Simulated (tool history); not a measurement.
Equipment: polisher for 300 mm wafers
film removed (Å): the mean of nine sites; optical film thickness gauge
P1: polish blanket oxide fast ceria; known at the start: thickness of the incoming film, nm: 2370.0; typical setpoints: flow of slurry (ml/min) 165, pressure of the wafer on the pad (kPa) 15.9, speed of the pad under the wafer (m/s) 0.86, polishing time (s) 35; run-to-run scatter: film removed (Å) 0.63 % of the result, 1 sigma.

run	hour	flow of slurry (ml/min)	pressure of the wafer on the pad (kPa)	speed of the pad under the wafer (m/s)	polishing time (s)	wafers polished on this pad	hours since the slurry nozzle was cleaned	hours since the head pressure was calibrated	film removed (Å)
1	2.8	165	15.9	0.86	35	416	100.2	209.8	3596.6
2	7.1	165	24.8	0.86	35	489	104.5	214.1	5639.3
3	10.8	210	15.9	0.86	35	552	108.2	217.8	3710.3
4	14.2	105	15.9	0.4	35	610	111.6	221.2	1543
5	17.2	110	15.9	1.06	35	661	114.6	224.2	4153.7
6	20	165	15.9	1.32	35	709	117.4	227	5506.3
7	24.4	165	6.9	0.86	35	784	121.8	231.4	1567.5
8	27.8	165	15.9	0.86	21	842	125.2	234.8	2158.1
9	29.9	165	15.9	0.86	35	878	127.3	236.9	3599.8
10	33.3	165	15.9	0.5	35	936	130.7	240.3	2084
11	37.5	165	9	0.62	35	1008	134.9	244.5	1473.6
12	41	100	15.9	0.86	35	1067	138.4	248	3269.6
13	44.8	165	15.9	0.86	35	1132	142.2	251.8	3616.8
14	47.6	165	15.9	0.86	35	1180	145	254.6	3614.7
15	50.9	165	15.9	0.86	55	1236	148.3	257.9	5642
16	54.7	165	15.9	0.86	35	1301	152.1	261.7	3587.4
17	57.7	165	15.9	0.86	35	1352	155.1	264.7	3562.6
18	60.9	165	15.9	0.86	35	1407	158.3	267.9	3421.3
# hour 63.8: head pressure recalibrated
19	64.4	165	15.9	0.86	35	1467	161.8	0.6	3405
20	66.9	165	15.9	0.86	35	1509	164.3	3.1	3393.8
21	68.8	165	15.9	0.86	35	1542	166.2	5	3363
22	71	165	15.9	0.86	35	1579	168.4	7.2	3299.5
23	74	165	15.9	0.86	35	1630	171.4	10.2	3339.7
24	76.7	165	15.9	0.86	35	1676	174.1	12.9	3347
25	79	165	15.9	0.86	35	1716	176.4	15.2	3330.2

What P1 gives has crept off from where it sat before. The 2 causes that follow fit the log equally well, each at the size noted:
A: removal rate lost through wear of the pad, % = 7.43
B: slurry flow missing at the pad, % = 33
The drift started at roughly hour 54.7.
Why every other cause is out:
head's pressure below its setpoint, %: maintenance at hour 63.8, after the shift began, did not return the process to its former output

Consider the 4 check runs below, whose results appear as question marks and each of which averages 2 wafers. Which one distinguishes the causes, in that each cause would give it a clearly different result?
check 1	81.3	165	9	0.86	21				?
check 2	81.3	100	15.9	0.86	50				?
check 3	81.3	165	24.1	1.1	35				?
check 4	81.3	165	6.9	0.86	52				?

If the cause were each of the candidates in turn, the checks would give the following:
check	result	if A	if B
check 1	film removed (Å)	1131.6	1131.5
check 2	film removed (Å)	4307	4125.2
check 3	film removed (Å)	6494.7	6494.1
check 4	film removed (Å)	2155.4	2155.2
Gap, in per cent, between the two causes that each check separates least, read from the result that separates them most: check 1 0.01 %; check 2 4.31 %; check 3 0.01 %; check 4 0.01 %
Only check 2 tells the causes apart: in the others they would give nearly the same result.

With check 2 done, the readings were: film removed (Å) 4295.5. Identify which of the listed causes applies.

A is the cause: removal rate lost through wear of the pad, %.
